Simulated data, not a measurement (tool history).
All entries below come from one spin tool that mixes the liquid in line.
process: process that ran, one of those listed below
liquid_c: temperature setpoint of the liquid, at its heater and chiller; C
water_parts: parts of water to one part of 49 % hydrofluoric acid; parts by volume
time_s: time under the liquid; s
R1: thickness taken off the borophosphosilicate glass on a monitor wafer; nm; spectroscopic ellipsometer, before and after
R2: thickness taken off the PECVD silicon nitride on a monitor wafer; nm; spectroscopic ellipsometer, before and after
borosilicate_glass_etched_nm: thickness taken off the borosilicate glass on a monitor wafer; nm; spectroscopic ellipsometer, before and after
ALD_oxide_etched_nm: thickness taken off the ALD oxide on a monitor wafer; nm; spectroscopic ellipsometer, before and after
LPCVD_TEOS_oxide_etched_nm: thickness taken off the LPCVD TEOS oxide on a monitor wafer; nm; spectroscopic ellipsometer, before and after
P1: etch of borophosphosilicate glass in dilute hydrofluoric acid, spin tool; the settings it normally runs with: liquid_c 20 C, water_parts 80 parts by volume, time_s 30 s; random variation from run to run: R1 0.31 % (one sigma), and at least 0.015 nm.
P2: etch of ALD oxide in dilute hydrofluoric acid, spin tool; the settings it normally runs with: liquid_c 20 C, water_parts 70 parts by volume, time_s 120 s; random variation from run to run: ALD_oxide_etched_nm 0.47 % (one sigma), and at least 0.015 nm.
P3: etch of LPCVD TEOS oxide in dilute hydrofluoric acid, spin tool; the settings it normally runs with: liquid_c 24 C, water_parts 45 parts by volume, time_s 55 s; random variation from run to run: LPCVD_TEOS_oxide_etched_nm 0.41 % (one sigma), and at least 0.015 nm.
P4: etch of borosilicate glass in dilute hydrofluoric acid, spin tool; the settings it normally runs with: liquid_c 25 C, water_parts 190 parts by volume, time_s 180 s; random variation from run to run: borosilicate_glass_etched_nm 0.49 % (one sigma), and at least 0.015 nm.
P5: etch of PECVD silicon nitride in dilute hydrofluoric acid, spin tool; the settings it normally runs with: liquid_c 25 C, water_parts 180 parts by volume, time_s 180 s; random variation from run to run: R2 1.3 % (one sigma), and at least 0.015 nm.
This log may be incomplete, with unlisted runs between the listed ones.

Run 1, day 0.408: process P1, liquid_c 20 C, water_parts 80 parts by volume, time_s 30 s. Result: R1 19.769 nm.
Run 2, day 0.733: process P5, liquid_c 25 C, water_parts 180 parts by volume, time_s 180 s. Result: R2 1.9947 nm.
Run 3, day 1.075: process P1, liquid_c 20 C, water_parts 135 parts by volume, time_s 30 s. Result: R1 11.048 nm.
Run 4, day 1.362: process P4, liquid_c 25 C, water_parts 190 parts by volume, time_s 180 s. Result: borosilicate_glass_etched_nm 36.55 nm.
Run 5, day 1.796: process P4, liquid_c 25 C, water_parts 190 parts by volume, time_s 330 s. Result: borosilicate_glass_etched_nm 66.706 nm.
Run 6, day 2.171: process P1, liquid_c 20 C, water_parts 80 parts by volume, time_s 30 s. Result: R1 19.807 nm.
Run 7, day 2.471: process P1, liquid_c 20 C, water_parts 80 parts by volume, time_s 30 s. Result: R1 19.759 nm.
At day 2.696: hydrofluoric acid flow meter replaced.
Run 8, day 2.996: process P2, liquid_c 20 C, water_parts 30 parts by volume, time_s 120 s. Result: ALD_oxide_etched_nm 74.085 nm.
Run 9, day 3.346: process P2, liquid_c 20 C, water_parts 70 parts by volume, time_s 120 s. Result: ALD_oxide_etched_nm 30.538 nm.
Run 10, day 3.762: process P5, liquid_c 25 C, water_parts 180 parts by volume, time_s 360 s. Result: R2 3.9447 nm.
Run 11, day 4.104: process P3, liquid_c 32 C, water_parts 45 parts by volume, time_s 55 s. Result: LPCVD_TEOS_oxide_etched_nm 29.913 nm.
Run 12, day 4.412: process P1, liquid_c 20 C, water_parts 30 parts by volume, time_s 30 s. Result: R1 56.211 nm.
Run 13, day 4.929: process P5, liquid_c 32.5 C, water_parts 180 parts by volume, time_s 180 s. Result: R2 3.0612 nm.
Run 14, day 5.342: process P1, liquid_c 20 C, water_parts 80 parts by volume, time_s 30 s. Result: R1 19.854 nm.
Run 15, day 5.662: process P1, liquid_c 20 C, water_parts 80 parts by volume, time_s 30 s. Result: R1 19.847 nm.
Run 16, day 6.092: process P1, liquid_c 20 C, water_parts 80 parts by volume, time_s 15 s. Result: R1 9.9042 nm.
Run 17, day 6.75: process P5, liquid_c 25 C, water_parts 180 parts by volume, time_s 180 s. Result: R2 1.9214 nm.
Run 18, day 7.129: process P1, liquid_c 20 C, water_parts 80 parts by volume, time_s 30 s. Result: R1 19.936 nm.
Run 19, day 7.629: process P3, liquid_c 24 C, water_parts 45 parts by volume, time_s 55 s. Result: LPCVD_TEOS_oxide_etched_nm 21.652 nm.
Run 20, day 8.071: process P1, liquid_c 17 C, water_parts 80 parts by volume, time_s 45 s. Result: R1 26.21 nm.
Run 21, day 8.604: process P4, liquid_c 25 C, water_parts 60 parts by volume, time_s 180 s. Result: borosilicate_glass_etched_nm 135.79 nm.
Run 22, day 9.171: process P2, liquid_c 20 C, water_parts 70 parts by volume, time_s 25 s. Result: ALD_oxide_etched_nm 6.3005 nm.
Run 23, day 9.692: process P3, liquid_c 24 C, water_parts 30 parts by volume, time_s 55 s. Result: LPCVD_TEOS_oxide_etched_nm 33.229 nm.
Run 24, day 10.008: process P1, liquid_c 17 C, water_parts 80 parts by volume, time_s 30 s. Result: R1 17.486 nm.
Run 25, day 10.654: process P1, liquid_c 20 C, water_parts 120 parts by volume, time_s 15 s. Result: R1 6.3234 nm.
Run 26, day 10.95: process P3, liquid_c 24 C, water_parts 45 parts by volume, time_s 85 s. Result: LPCVD_TEOS_oxide_etched_nm 33.42 nm.
Run 27, day 11.342: process P3, liquid_c 24 C, water_parts 45 parts by volume, time_s 55 s. Result: LPCVD_TEOS_oxide_etched_nm 21.607 nm.
Run 28, day 11.858: process P4, liquid_c 17.5 C, water_parts 190 parts by volume, time_s 180 s. Result: borosilicate_glass_etched_nm 27.289 nm.
Run 29, day 12.238: process P1, liquid_c 25.5 C, water_parts 80 parts by volume, time_s 30 s. Result: R1 24.91 nm.
Run 30, day 12.654: process P4, liquid_c 25 C, water_parts 190 parts by volume, time_s 180 s. Result: borosilicate_glass_etched_nm 36.533 nm.
Run 31, day 13.225: process P2, liquid_c 27.5 C, water_parts 70 parts by volume, time_s 120 s. Result: ALD_oxide_etched_nm 41.266 nm.
Run 32, day 13.742: process P5, liquid_c 25 C, water_parts 80 parts by volume, time_s 180 s. Result: R2 4.2878 nm.
Run 33, day 14.175: process P1, liquid_c 20 C, water_parts 80 parts by volume, time_s 50 s. Result: R1 33.189 nm.
Run 34, day 14.612: process P1, liquid_c 20 C, water_parts 80 parts by volume, time_s 30 s. Result: R1 19.758 nm.
Run 35, day 15.233: process P1, liquid_c 20 C, water_parts 80 parts by volume, time_s 30 s. Result: R1 19.813 nm.
Run 36, day 15.575: process P1, liquid_c 20 C, water_parts 80 parts by volume, time_s 30 s. Result: R1 19.485 nm.
Run 37, day 16.029: process P1, liquid_c 20 C, water_parts 80 parts by volume, time_s 30 s. Result: R1 19.083 nm.
Run 38, day 16.379: process P1, liquid_c 20 C, water_parts 80 parts by volume, time_s 30 s. Result: R1 18.795 nm.
Run 39, day 16.729: process P1, liquid_c 20 C, water_parts 80 parts by volume, time_s 30 s. Result: R1 18.632 nm.
Run 40, day 17.012: process P1, liquid_c 20 C, water_parts 80 parts by volume, time_s 30 s. Result: R1 18.449 nm.
Run 41, day 17.671: process P1, liquid_c 20 C, water_parts 80 parts by volume, time_s 30 s. Result: R1 18.333 nm.
Run 42, day 18.3: process P1, liquid_c 20 C, water_parts 80 parts by volume, time_s 30 s. Result: R1 18.281 nm.
Run 43, day 18.808: process P1, liquid_c 20 C, water_parts 80 parts by volume, time_s 30 s. Result: R1 18.208 nm.
Run 44, day 19.288: process P1, liquid_c 20 C, water_parts 80 parts by volume, time_s 30 s. Result: R1 18.1 nm.
Run 45, day 19.721: process P1, liquid_c 20 C, water_parts 80 parts by volume, time_s 30 s. Result: R1 18.146 nm.
Run 46, day 20.142: process P1, liquid_c 20 C, water_parts 80 parts by volume, time_s 30 s. Result: R1 18.18 nm.

The log shows P1 creeping away from where it was. Any of the 2 causes listed here, at the size stated for it, fits the log just as well as the others:
A: liquid colder than its thermometer reads (K) = 2.1
B: hydrofluoric acid flow below the setpoint (%) = 7.73
The drift started at roughly day 15.233.

Of the 4 check runs below, each run on 5 wafers with the results averaged and each result still a question mark, which one would tell the listed causes apart?
Run check 1, day 20.562: process P2, liquid_c 27 C, water_parts 45 parts by volume, time_s 120 s. Result: ALD_oxide_etched_nm ?.
Run check 2, day 20.562: process P5, liquid_c 25 C, water_parts 180 parts by volume, time_s 355 s. Result: R2 ?.
Run check 3, day 20.562: process P4, liquid_c 17.5 C, water_parts 60 parts by volume, time_s 180 s. Result: borosilicate_glass_etched_nm ?.
Run check 4, day 20.562: process P3, liquid_c 32 C, water_parts 45 parts by volume, time_s 55 s. Result: LPCVD_TEOS_oxide_etched_nm ?.

If the cause were each of the candidates in turn, the checks would give the following:
  check                        result    if A    if B
check 1           ALD_oxide_etched_nm  59.677  59.653
check 2                            R2  3.3526  3.5382
check 3  borosilicate_glass_etched_nm  90.001  90.457
check 4    LPCVD_TEOS_oxide_etched_nm  27.471   27.35
Gap, in per cent, between the two causes that each check separates least, read from the result that separates them most: check 1 0.04 %; check 2 5.39 %; check 3 0.51 %; check 4 0.44 %
Only in check 2 would the causes give clearly different results; in the remaining checks their results would be nearly the same.

Check 2 was then run and gave: R2 3.4891 nm. Which cause is it?

It is B: hydrofluoric acid flow below the setpoint (%).
